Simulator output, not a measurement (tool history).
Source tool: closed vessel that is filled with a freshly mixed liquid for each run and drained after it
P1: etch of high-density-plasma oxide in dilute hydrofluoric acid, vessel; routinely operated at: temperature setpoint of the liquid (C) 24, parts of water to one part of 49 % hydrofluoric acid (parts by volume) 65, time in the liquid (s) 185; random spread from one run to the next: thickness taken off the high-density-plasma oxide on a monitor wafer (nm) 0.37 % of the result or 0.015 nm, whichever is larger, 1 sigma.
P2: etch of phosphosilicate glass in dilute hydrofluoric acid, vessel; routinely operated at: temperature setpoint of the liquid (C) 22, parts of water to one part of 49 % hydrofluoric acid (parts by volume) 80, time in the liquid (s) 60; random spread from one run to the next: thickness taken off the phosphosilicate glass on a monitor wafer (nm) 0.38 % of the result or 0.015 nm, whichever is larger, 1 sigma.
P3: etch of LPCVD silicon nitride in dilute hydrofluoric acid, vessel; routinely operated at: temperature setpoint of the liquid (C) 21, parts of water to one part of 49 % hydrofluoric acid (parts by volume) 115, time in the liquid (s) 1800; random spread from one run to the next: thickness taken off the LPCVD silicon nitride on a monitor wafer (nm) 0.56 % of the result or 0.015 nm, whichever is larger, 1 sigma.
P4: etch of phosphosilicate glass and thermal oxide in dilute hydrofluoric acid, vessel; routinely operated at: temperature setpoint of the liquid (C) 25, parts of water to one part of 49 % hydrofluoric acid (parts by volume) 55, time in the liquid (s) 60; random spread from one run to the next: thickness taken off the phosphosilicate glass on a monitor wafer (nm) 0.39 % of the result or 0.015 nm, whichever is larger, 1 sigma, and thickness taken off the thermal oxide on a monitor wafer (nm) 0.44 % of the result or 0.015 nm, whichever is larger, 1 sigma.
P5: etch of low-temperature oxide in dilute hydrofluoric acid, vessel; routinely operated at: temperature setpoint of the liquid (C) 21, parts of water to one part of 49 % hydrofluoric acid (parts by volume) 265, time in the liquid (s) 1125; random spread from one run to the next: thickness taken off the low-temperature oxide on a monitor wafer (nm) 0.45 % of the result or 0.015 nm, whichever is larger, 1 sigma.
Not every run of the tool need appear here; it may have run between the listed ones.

run	hour	process that ran	temperature setpoint of the liquid (C)	parts of water to one part of 49 % hydrofluoric acid (parts by volume)	time in the liquid (s)	thickness taken off the high-density-plasma oxide on a monitor wafer (nm)	thickness taken off the phosphosilicate glass on a monitor wafer (nm)	thickness taken off the LPCVD silicon nitride on a monitor wafer (nm)	thickness taken off the low-temperature oxide on a monitor wafer (nm)	thickness taken off the thermal oxide on a monitor wafer (nm)
1	6.5	P1	24	65	185	19.834				
2	10.1	P1	24	35	185	38.556				
3	15.9	P1	24	65	185	19.883				
4	21.6	P2	22	80	60		145.25			
# hour 24.2: thermometer replaced
5	26.4	P3	21	115	1800			6.1495		
6	31.2	P1	24	65	185	20.022				
7	36.4	P1	24	110	185	11.011				
8	43.2	P3	21	115	1800			6.1684		
9	48.9	P5	21	265	285				10.92	
10	56.5	P1	24	65	75	8.0578				
11	61.9	P2	22	80	30		72.238			
12	68.7	P3	27	115	1800			9.2083		
13	73.5	P2	22	25	60		498.04			
14	80.3	P4	19.5	55	60		70.765			4.3982
15	87.2	P1	24	65	185	19.84				
16	91.7	P1	24	65	310	33.035				
17	97.3	P4	25	55	30		44.5			2.8018
18	102.7	P1	30	65	185	25.133				
19	108.4	P1	18.5	65	185	15.865				
20	112.3	P1	28	65	95	12				
21	118.5	P4	25	55	60		89.97			5.5661
22	122.6	P5	21	265	1125				42.87	
23	130.9	P5	17	265	1125				37.496	
24	135.7	P3	21	115	3400			11.683		
25	141.7	P1	24	65	185	19.882				
26	147.7	P3	21	185	1800			3.8529		
27	153.4	P2	17	80	60		118.24			
28	160	P4	25	55	60		88.775			5.5446
29	167.7	P4	25	90	60		51.738			3.2159
30	175.4	P5	21	55	1125				260.5	
31	180.8	P1	24	65	185	19.821				
32	186.5	P1	24	65	185	19.446				
33	190.6	P1	24	65	185	19.056				
34	198.4	P1	24	65	185	18.716				
35	205.1	P1	24	65	185	18.542				
36	210.7	P1	24	65	185	18.5				
37	216	P1	24	65	185	18.418				
38	223	P1	24	65	185	18.438				
39	227.8	P1	24	65	185	18.49				
40	235.7	P1	24	65	185	18.327				
41	240.4	P1	24	65	185	18.434				

The output of P1 has drifted from where it used to be. Each of the 2 causes below, taken at the size shown beside it, accounts for the log equally well:
A: liquid colder than its thermometer reads (K) = 1.95
B: hydrofluoric acid flow below the setpoint (%) = 7.06
Onset of the creep was near hour 180.8.

Question marks stand in for the results of the 4 check runs listed below, each run on one wafer. Under which run would the listed causes show clearly different results?
check 1	245.1	P2	17	45	60		?			
check 2	245.1	P5	21	125	1125				?	
check 3	245.1	P4	25	90	30		?			?
check 4	245.1	P3	25.5	115	1800			?		

Predicted outcomes, by check and by cause:
check	result	if A	if B
check 1	thickness taken off the phosphosilicate glass on a monitor wafer (nm)	199.07	200.79
check 2	thickness taken off the low-temperature oxide on a monitor wafer (nm)	97.703	97.23
check 3	thickness taken off the phosphosilicate glass on a monitor wafer (nm)	24.016	23.917
check 3	thickness taken off the thermal oxide on a monitor wafer (nm)	1.4984	1.4922
check 4	thickness taken off the LPCVD silicon nitride on a monitor wafer (nm)	7.317	7.7256
Per check, the gap between the least separated pair of causes, taken in the result that splits them most: check 1 0.86 %; check 2 0.48 %; check 3 0.41 %; check 4 5.43 %
Check 4 distinguishes between the causes, while the remaining checks would return nearly the same result for all of them.

After running check 4, the following was obtained: thickness taken off the LPCVD silicon nitride on a monitor wafer (nm) 7.7131. Which cause does this point to?

B is the cause: hydrofluoric acid flow below the setpoint (%).

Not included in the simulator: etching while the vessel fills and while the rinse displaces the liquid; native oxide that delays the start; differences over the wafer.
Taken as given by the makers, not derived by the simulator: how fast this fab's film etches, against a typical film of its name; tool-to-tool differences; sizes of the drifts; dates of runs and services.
